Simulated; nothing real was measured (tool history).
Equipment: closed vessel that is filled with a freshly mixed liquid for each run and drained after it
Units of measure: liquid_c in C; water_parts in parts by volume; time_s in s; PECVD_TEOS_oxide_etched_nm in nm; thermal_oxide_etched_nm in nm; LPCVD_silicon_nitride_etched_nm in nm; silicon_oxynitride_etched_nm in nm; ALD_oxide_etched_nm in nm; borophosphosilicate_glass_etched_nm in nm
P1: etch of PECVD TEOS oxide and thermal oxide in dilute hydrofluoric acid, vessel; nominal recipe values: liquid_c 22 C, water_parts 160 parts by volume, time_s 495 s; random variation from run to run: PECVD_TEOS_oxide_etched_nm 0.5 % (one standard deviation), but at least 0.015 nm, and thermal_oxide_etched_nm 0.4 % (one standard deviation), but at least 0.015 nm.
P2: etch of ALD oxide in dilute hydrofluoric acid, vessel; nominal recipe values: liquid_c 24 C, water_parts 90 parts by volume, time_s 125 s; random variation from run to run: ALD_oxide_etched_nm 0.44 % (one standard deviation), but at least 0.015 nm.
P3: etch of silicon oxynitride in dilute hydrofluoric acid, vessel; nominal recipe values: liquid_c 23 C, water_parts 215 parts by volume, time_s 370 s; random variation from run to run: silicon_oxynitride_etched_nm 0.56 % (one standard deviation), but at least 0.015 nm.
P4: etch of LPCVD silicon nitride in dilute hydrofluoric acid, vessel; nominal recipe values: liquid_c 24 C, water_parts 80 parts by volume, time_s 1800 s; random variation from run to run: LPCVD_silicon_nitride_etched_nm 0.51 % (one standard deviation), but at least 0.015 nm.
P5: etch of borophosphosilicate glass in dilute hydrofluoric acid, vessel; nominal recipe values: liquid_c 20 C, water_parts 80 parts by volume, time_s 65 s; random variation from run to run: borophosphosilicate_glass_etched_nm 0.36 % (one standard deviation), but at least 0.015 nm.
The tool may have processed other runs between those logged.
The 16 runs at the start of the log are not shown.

run,day,process,liquid_c,water_parts,time_s,PECVD_TEOS_oxide_etched_nm,thermal_oxide_etched_nm,LPCVD_silicon_nitride_etched_nm,silicon_oxynitride_etched_nm,ALD_oxide_etched_nm,borophosphosilicate_glass_etched_nm
17,3.096,P1,30,160,495,41.557,16.009,,,,
18,3.312,P1,22,160,495,30.74,11.762,,,,
19,3.496,P1,22,160,495,31.006,11.796,,,,
20,3.729,P1,22,160,810,50.925,19.488,,,,
21,3.929,P4,24,80,1800,,,13.29,,,
22,4.133,P1,22,160,495,31.126,11.842,,,,
23,4.242,P3,23,400,370,,,,1.9191,,
24,4.392,P2,24,90,125,,,,,15.446,
25,4.5,P1,17,160,495,25.127,9.6393,,,,
26,4.696,P1,22,100,750,80.098,30.73,,,,
27,4.821,P1,22,160,265,16.593,6.327,,,,
28,4.942,P1,28,160,865,67.381,25.976,,,,
29,5.062,P4,24,80,1800,,,13.342,,,
30,5.25,P3,23,215,370,,,,4.0384,,
31,5.429,P5,20,80,125,,,,,,55.332
32,5.617,P1,22,160,495,30.978,11.772,,,,
33,5.746,P1,22,160,495,29.809,11.488,,,,
34,5.95,P1,22,160,495,28.79,11.093,,,,
35,6.112,P1,22,160,495,28.639,10.904,,,,
36,6.292,P1,22,160,495,28.671,10.811,,,,
37,6.467,P1,22,160,495,28.134,10.885,,,,
38,6.583,P1,22,160,495,28.402,10.815,,,,

Expected results for the next run?
39,6.7,P1,22,160,495,?,?,,,,

Logged for run 39: PECVD_TEOS_oxide_etched_nm 28.253 nm, thermal_oxide_etched_nm 10.849 nm.
